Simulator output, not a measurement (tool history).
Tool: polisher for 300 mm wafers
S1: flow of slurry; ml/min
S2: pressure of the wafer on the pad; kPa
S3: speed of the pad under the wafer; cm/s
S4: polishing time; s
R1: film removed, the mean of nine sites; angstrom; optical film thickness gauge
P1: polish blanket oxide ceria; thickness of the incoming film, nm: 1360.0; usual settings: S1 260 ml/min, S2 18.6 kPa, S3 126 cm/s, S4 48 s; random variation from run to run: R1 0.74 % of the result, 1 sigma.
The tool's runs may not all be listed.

run,hour,S1,S2,S3,S4,R1
1,8.2,260,18.6,126,48,2649.6
2,23.7,260,18.6,126,48,2683.7
3,36.3,260,18.6,126,48,2672.3
4,47.6,260,18.6,126,48,2678.2
5,59.8,260,18.6,126,48,2616.3
6,68.0,260,18.6,126,63,3436.6
7,82.5,260,18.6,56,48,1179.9
8,98.2,260,11.7,126,48,1695.7
9,113.6,260,18.6,126,48,2669.7
10,121.4,260,25.5,126,48,3665.1
11,135.7,260,18.6,126,34,1899.5
12,146.9,260,18.6,186,48,3908.6
13,159.0,260,27.6,126,71,5777.8
14,169.2,155,18.6,126,48,2494.2
15,184.3,340,18.6,126,48,2721.9
16,198.0,260,18.6,126,48,2652.1
17,209.2,260,18.6,126,48,2629.8
18,220.5,260,18.6,126,48,2597.2
19,234.0,260,18.6,126,48,2520.0
20,241.6,260,18.6,126,48,2519.6
# hour 242.1: head pressure recalibrated
21,251.5,260,18.6,126,48,2510.3
22,262.3,260,18.6,126,48,2473.2
23,270.7,260,18.6,126,48,2509.2

What P1 gives has crept away from where it was. These 2 causes fit the log equally well, each at the size given:
A: slurry flow missing at the pad, % = 37.6
B: removal rate lost through wear of the pad, % = 5.92
The creep began at about hour 198.0.
Why every other cause is out:
head's pressure below its setpoint, %: serviced at hour 242.1, which brought nothing back

4 check runs are offered, each on 3 wafers whose results are averaged, their results left as question marks. Which one tells the causes apart?
check 1,279.1,165,18.6,126,48,?
check 2,279.1,260,14.5,126,48,?
check 3,279.1,260,18.6,82,48,?
check 4,279.1,260,18.6,66,48,?

What each check would give under each cause:
check,result,if A,if B
check 1,R1,2283.3,2357.4
check 2,R1,1943.7,1943.6
check 3,R1,1626.4,1626.3
check 4,R1,1309.0,1309.0
How far apart the two closest causes lie, in the result that separates them most: check 1 3.19 %; check 2 0 %; check 3 0 %; check 4 0 %
Check 1 tells the causes apart: in the others they would give nearly the same result.

Then check 1 was run and gave: R1 2277.7 angstrom. Which cause is it?

It is A: slurry flow missing at the pad, %.

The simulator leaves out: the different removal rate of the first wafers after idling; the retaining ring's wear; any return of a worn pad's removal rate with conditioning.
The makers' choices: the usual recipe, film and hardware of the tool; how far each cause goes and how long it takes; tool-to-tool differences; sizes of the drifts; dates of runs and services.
